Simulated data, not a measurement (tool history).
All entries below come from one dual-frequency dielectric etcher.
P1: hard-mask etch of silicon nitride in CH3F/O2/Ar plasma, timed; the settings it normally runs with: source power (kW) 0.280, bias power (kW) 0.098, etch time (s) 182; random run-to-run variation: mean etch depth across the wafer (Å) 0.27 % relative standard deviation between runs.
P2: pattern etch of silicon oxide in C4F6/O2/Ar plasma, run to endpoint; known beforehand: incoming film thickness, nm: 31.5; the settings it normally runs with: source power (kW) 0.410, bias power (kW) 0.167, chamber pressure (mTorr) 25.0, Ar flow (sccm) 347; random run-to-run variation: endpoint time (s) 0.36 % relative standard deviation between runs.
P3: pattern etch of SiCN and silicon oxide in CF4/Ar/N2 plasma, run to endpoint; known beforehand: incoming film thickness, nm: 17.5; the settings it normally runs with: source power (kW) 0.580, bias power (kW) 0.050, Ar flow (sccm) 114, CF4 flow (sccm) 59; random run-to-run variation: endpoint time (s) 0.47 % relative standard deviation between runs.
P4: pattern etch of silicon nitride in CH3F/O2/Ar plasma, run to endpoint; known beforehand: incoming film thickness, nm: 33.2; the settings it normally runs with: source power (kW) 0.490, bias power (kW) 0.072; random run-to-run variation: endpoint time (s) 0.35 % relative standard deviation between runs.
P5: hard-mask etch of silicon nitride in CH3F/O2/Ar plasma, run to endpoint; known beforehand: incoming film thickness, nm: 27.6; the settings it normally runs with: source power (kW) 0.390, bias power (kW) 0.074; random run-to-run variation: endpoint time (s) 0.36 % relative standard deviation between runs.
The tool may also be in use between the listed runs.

| run | hour | process that ran | source power (kW) | bias power (kW) | etch time (s) | chamber pressure (mTorr) | Ar flow (sccm) | CF4 flow (sccm) | hours since the last wet clean | hours since the last source power generator calibration | hours since the last bias power generator calibration | mean etch depth across the wafer (Å) | endpoint time (s) |
|---|---|---|---|---|---|---|---|---|---|---|---|---|---|
| 1 | 7.8 | P1 | 0.280 | 0.098 | 182 |  |  |  | 454.7 | 2266.6 | 231.0 | 1222.30 |  |
| 2 | 15.3 | P1 | 0.280 | 0.098 | 182 |  |  |  | 462.2 | 2274.1 | 238.5 | 1220.50 |  |
| 3 | 21.8 | P1 | 0.280 | 0.098 | 182 |  |  |  | 468.7 | 2280.6 | 245.0 | 1224.60 |  |
| 4 | 30.1 | P2 | 0.500 | 0.167 |  | 25.0 | 347 |  | 477.0 | 2288.9 | 253.3 |  | 9.3615 |
|  | 41.2 | source power generator calibrated |
| 5 | 41.3 | P1 | 0.280 | 0.075 | 182 |  |  |  | 488.2 | 0.2 | 264.5 | 1107.10 |  |
| 6 | 49.4 | P5 | 0.390 | 0.074 |  |  |  |  | 496.3 | 8.3 | 272.6 |  | 38.7290 |
| 7 | 59.6 | P2 | 0.410 | 0.228 |  | 25.0 | 347 |  | 506.5 | 18.5 | 282.8 |  | 9.1183 |
| 8 | 66.1 | P3 | 0.580 | 0.030 |  |  | 114 | 59 | 513.0 | 25.0 | 289.3 |  | 21.8880 |
| 9 | 74.1 | P1 | 0.280 | 0.098 | 229 |  |  |  | 521.0 | 33.0 | 297.3 | 1539.60 |  |
| 10 | 84.2 | P4 | 0.490 | 0.052 |  |  |  |  | 531.1 | 43.1 | 307.4 |  | 48.4560 |
| 11 | 92.4 | P2 | 0.410 | 0.167 |  | 25.0 | 201 |  | 539.3 | 51.3 | 315.6 |  | 9.4782 |
| 12 | 101.2 | P1 | 0.180 | 0.098 | 182 |  |  |  | 548.1 | 60.1 | 324.4 | 1041.70 |  |
| 13 | 109.2 | P2 | 0.410 | 0.167 |  | 32.5 | 347 |  | 556.1 | 68.1 | 332.4 |  | 10.4000 |
| 14 | 115.2 | P3 | 0.580 | 0.050 |  |  | 114 | 59 | 562.1 | 74.1 | 338.4 |  | 18.6070 |
| 15 | 120.4 | P3 | 0.580 | 0.050 |  |  | 114 | 39 | 567.3 | 79.3 | 343.6 |  | 20.2710 |
| 16 | 129.4 | P5 | 0.390 | 0.074 |  |  |  |  | 576.3 | 88.3 | 352.6 |  | 38.7790 |
| 17 | 139.0 | P1 | 0.280 | 0.131 | 182 |  |  |  | 585.9 | 97.9 | 362.2 | 1371.40 |  |
| 18 | 147.8 | P4 | 0.490 | 0.072 |  |  |  |  | 594.7 | 106.7 | 371.0 |  | 43.5870 |
| 19 | 157.2 | P3 | 0.580 | 0.050 |  |  | 71 | 59 | 604.1 | 116.1 | 380.4 |  | 17.1360 |
| 20 | 168.1 | P3 | 0.460 | 0.050 |  |  | 114 | 59 | 615.0 | 127.0 | 391.3 |  | 23.1020 |
| 21 | 175.3 | P1 | 0.280 | 0.098 | 107 |  |  |  | 622.2 | 134.2 | 398.5 | 716.95 |  |
| 22 | 182.5 | P2 | 0.410 | 0.167 |  | 25.0 | 347 |  | 629.4 | 141.4 | 405.7 |  | 10.1110 |
| 23 | 187.9 | P1 | 0.350 | 0.098 | 182 |  |  |  | 634.8 | 146.8 | 411.1 | 1323.60 |  |
| 24 | 197.3 | P5 | 0.230 | 0.074 |  |  |  |  | 644.2 | 156.2 | 420.5 |  | 47.1230 |
| 25 | 206.7 | P4 | 0.640 | 0.072 |  |  |  |  | 653.6 | 165.6 | 429.9 |  | 39.3100 |
| 26 | 217.0 | P5 | 0.390 | 0.046 |  |  |  |  | 663.9 | 175.9 | 440.2 |  | 45.0230 |
| 27 | 225.1 | P1 | 0.280 | 0.098 | 182 |  |  |  | 672.0 | 184.0 | 448.3 | 1222.70 |  |
| 28 | 236.4 | P1 | 0.200 | 0.098 | 237 |  |  |  | 683.3 | 195.3 | 459.6 | 1408.50 |  |
| 29 | 243.6 | P1 | 0.280 | 0.098 | 182 |  |  |  | 690.5 | 202.5 | 466.8 | 1221.10 |  |
| 30 | 251.6 | P1 | 0.280 | 0.098 | 182 |  |  |  | 698.5 | 210.5 | 474.8 | 1228.40 |  |
| 31 | 259.7 | P1 | 0.280 | 0.098 | 182 |  |  |  | 706.6 | 218.6 | 482.9 | 1234.90 |  |
| 32 | 265.2 | P1 | 0.280 | 0.098 | 182 |  |  |  | 712.1 | 224.1 | 488.4 | 1233.80 |  |
| 33 | 274.1 | P1 | 0.280 | 0.098 | 182 |  |  |  | 721.0 | 233.0 | 497.3 | 1238.10 |  |
| 34 | 285.2 | P1 | 0.280 | 0.098 | 182 |  |  |  | 732.1 | 244.1 | 508.4 | 1241.50 |  |
| 35 | 295.4 | P1 | 0.280 | 0.098 | 182 |  |  |  | 742.3 | 254.3 | 518.6 | 1242.60 |  |
|  | 296.8 | wet clean of the chamber |
| 36 | 303.8 | P1 | 0.280 | 0.098 | 182 |  |  |  | 7.1 | 262.7 | 527.0 | 1245.00 |  |
| 37 | 314.5 | P1 | 0.280 | 0.098 | 182 |  |  |  | 17.8 | 273.4 | 537.7 | 1240.00 |  |
| 38 | 325.5 | P1 | 0.280 | 0.098 | 182 |  |  |  | 28.8 | 284.4 | 548.7 | 1242.70 |  |
| 39 | 333.6 | P1 | 0.280 | 0.098 | 182 |  |  |  | 36.9 | 292.5 | 556.8 | 1245.50 |  |

Something has made what P1 gives creep away from where it was; the 2 causes below, each at its own stated size, fit the log equally well:
A: source power that arrives over what is set, % = 4.63
B: bias power that arrives over what is set, % = 4.55
The creep began at about hour 243.6.
Excluded causes, each with its reason:
chamber walls in a state that raises the etch rate, %: serviced after onset, at hour 296.8, with no recovery of the prior output

Each of the check runs listed below is run on 2 wafers and reports their average, with the results left as question marks. Pick the one under which the possible causes would lead to clearly different results.
| check 1 | 341.7 | P2 | 0.410 | 0.219 |  | 25.0 | 288 |  |  |  |  |  | ? |
| check 2 | 341.7 | P5 | 0.390 | 0.053 |  |  |  |  |  |  |  |  | ? |
| check 3 | 341.7 | P4 | 0.600 | 0.072 |  |  |  |  |  |  |  |  | ? |
| check 4 | 341.7 | P3 | 0.580 | 0.032 |  |  | 114 | 59 |  |  |  |  | ? |

What each check would give under each cause:
| check | result | if A | if B |
|---|---|---|---|
| check 1 | endpoint time (s) | 8.9125 | 8.9372 |
| check 2 | endpoint time (s) | 42.3890 | 42.5280 |
| check 3 | endpoint time (s) | 39.6700 | 39.7700 |
| check 4 | endpoint time (s) | 20.4870 | 21.0740 |
How far apart the two closest causes lie, in the result that separates them most: check 1 0.28 %; check 2 0.33 %; check 3 0.25 %; check 4 2.83 %
Check 4 tells the causes apart: in the others they would give nearly the same result.

Check 4 was then run and gave: endpoint time (s) 20.4320. Which cause is it?

It was cause A: source power that arrives over what is set, %.
